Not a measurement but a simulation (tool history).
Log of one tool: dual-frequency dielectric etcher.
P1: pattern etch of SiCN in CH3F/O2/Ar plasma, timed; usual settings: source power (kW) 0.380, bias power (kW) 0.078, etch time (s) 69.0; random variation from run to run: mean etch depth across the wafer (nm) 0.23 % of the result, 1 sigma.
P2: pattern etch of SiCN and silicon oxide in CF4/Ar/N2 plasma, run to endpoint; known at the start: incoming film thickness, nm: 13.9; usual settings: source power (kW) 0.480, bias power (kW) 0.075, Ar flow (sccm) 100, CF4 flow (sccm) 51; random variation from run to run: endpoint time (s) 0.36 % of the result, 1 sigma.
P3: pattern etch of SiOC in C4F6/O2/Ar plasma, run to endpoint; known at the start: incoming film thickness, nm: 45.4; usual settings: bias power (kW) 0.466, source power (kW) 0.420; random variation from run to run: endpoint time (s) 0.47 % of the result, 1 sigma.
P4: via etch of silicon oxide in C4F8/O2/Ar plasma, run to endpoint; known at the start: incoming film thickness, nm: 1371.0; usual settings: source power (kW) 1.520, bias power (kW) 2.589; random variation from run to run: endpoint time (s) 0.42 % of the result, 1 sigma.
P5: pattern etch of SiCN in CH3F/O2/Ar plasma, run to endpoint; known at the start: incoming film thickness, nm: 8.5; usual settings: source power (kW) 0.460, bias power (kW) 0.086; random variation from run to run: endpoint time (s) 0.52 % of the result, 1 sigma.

run,hour,process that ran,source power (kW),bias power (kW),etch time (s),Ar flow (sccm),CF4 flow (sccm),hours since the last wet clean,hours since the last source power generator calibration,hours since the last bias power generator calibration,mean etch depth across the wafer (nm),endpoint time (s)
1,7.4,P1,0.380,0.078,69.0,,,326.2,1383.4,759.9,25.671,
2,15.5,P1,0.380,0.100,69.0,,,334.3,1391.5,768.0,28.184,
3,24.7,P5,0.650,0.086,,,,343.5,1400.7,777.2,,17.107
4,33.0,P2,0.480,0.096,,100,51,351.8,1409.0,785.5,,14.813
5,40.9,P1,0.380,0.078,52.5,,,359.7,1416.9,793.4,19.458,
6,49.6,P4,1.050,2.589,,,,368.4,1425.6,802.1,,322.100
7,58.9,P2,0.480,0.075,,100,51,377.7,1434.9,811.4,,16.032
8,67.7,P1,0.490,0.078,69.0,,,386.5,1443.7,820.2,28.187,
9,81.8,P1,0.240,0.078,69.0,,,400.6,1457.8,834.3,21.720,
10,89.0,P2,0.480,0.075,,72,51,407.8,1465.0,841.5,,15.348
11,99.8,P2,0.480,0.075,,100,67,418.6,1475.8,852.3,,15.491
12,111.3,P1,0.380,0.078,69.0,,,430.1,1487.3,863.8,25.674,
13,121.0,P3,0.580,0.466,,,,439.8,1497.0,873.5,,13.456
14,129.6,P1,0.380,0.078,101.0,,,448.4,1505.6,882.1,37.628,
15,137.7,P3,0.420,0.466,,,,456.5,1513.7,890.2,,15.201
16,146.0,P5,0.460,0.086,,,,464.8,1522.0,898.5,,19.529
17,153.0,P1,0.380,0.078,69.0,,,471.8,1529.0,905.5,25.731,
18,159.8,P1,0.380,0.059,69.0,,,478.6,1535.8,912.3,23.165,
19,166.8,P1,0.380,0.078,69.0,,,485.6,1542.8,919.3,25.672,
20,176.5,P4,1.520,2.589,,,,495.3,1552.5,929.0,,277.780
21,185.6,P5,0.460,0.119,,,,504.4,1561.6,938.1,,17.218
22,197.0,P1,0.500,0.095,69.0,,,515.8,1573.0,949.5,30.521,
23,211.5,P1,0.380,0.078,69.0,,,530.3,1587.5,964.0,25.674,
24,226.0,P2,0.480,0.075,,100,51,544.8,1602.0,978.5,,16.190
25,236.1,P1,0.380,0.046,49.5,,,554.9,1612.1,988.6,15.347,
26,250.1,P3,0.420,0.466,,,,568.9,1626.1,1002.6,,15.228
27,260.3,P3,0.420,0.639,,,,579.1,1636.3,1012.8,,13.546
28,267.1,P4,1.520,3.544,,,,585.9,1643.1,1019.6,,251.810
29,280.3,P2,0.670,0.075,,100,51,599.1,1656.3,1032.8,,12.057
30,289.1,P1,0.380,0.078,69.0,,,607.9,1665.1,1041.6,25.736,
31,301.0,P1,0.380,0.078,69.0,,,619.8,1677.0,1053.5,25.503,
32,313.4,P1,0.380,0.078,69.0,,,632.2,1689.4,1065.9,25.335,
# hour 318.6: wet clean of the chamber
33,322.9,P1,0.380,0.078,69.0,,,4.3,1698.9,1075.4,25.344,
34,332.7,P1,0.380,0.078,69.0,,,14.1,1708.7,1085.2,25.212,
35,340.5,P1,0.380,0.078,69.0,,,21.9,1716.5,1093.0,25.194,
36,352.2,P1,0.380,0.078,69.0,,,33.6,1728.2,1104.7,25.217,
37,364.0,P1,0.380,0.078,69.0,,,45.4,1740.0,1116.5,25.293,

What P1 gives has crept away from where it was. These 2 causes fit the log equally well, each at the size given:
A: source power that arrives under what is set, % = 4.62
B: bias power that arrives under what is set, % = 4.81
The creep began at about hour 289.1.
Why every other cause is out:
chamber walls in a state that lowers the etch rate, %: serviced at hour 318.6, which brought nothing back

4 check runs are offered, one wafer each, their results left as question marks. Which one tells the causes apart?
check 1,375.8,P2,0.480,0.075,,81,67,,,,,?
check 2,375.8,P3,0.560,0.633,,,,,,,,?
check 3,375.8,P5,0.460,0.113,,,,,,,,?
check 4,375.8,P4,1.520,3.450,,,,,,,,?

What each check would give under each cause:
check,result,if A,if B
check 1,endpoint time (s),15.650,15.254
check 2,endpoint time (s),12.408,12.424
check 3,endpoint time (s),17.958,17.983
check 4,endpoint time (s),258.860,258.270
How far apart the two closest causes lie, in the result that separates them most: check 1 2.56 %; check 2 0.13 %; check 3 0.14 %; check 4 0.23 %
Only check 1 tells the causes apart: in the others they would give nearly the same result.

Check 1 was then run and gave: endpoint time (s) 15.665. Which cause is it?

It is A: source power that arrives under what is set, %.

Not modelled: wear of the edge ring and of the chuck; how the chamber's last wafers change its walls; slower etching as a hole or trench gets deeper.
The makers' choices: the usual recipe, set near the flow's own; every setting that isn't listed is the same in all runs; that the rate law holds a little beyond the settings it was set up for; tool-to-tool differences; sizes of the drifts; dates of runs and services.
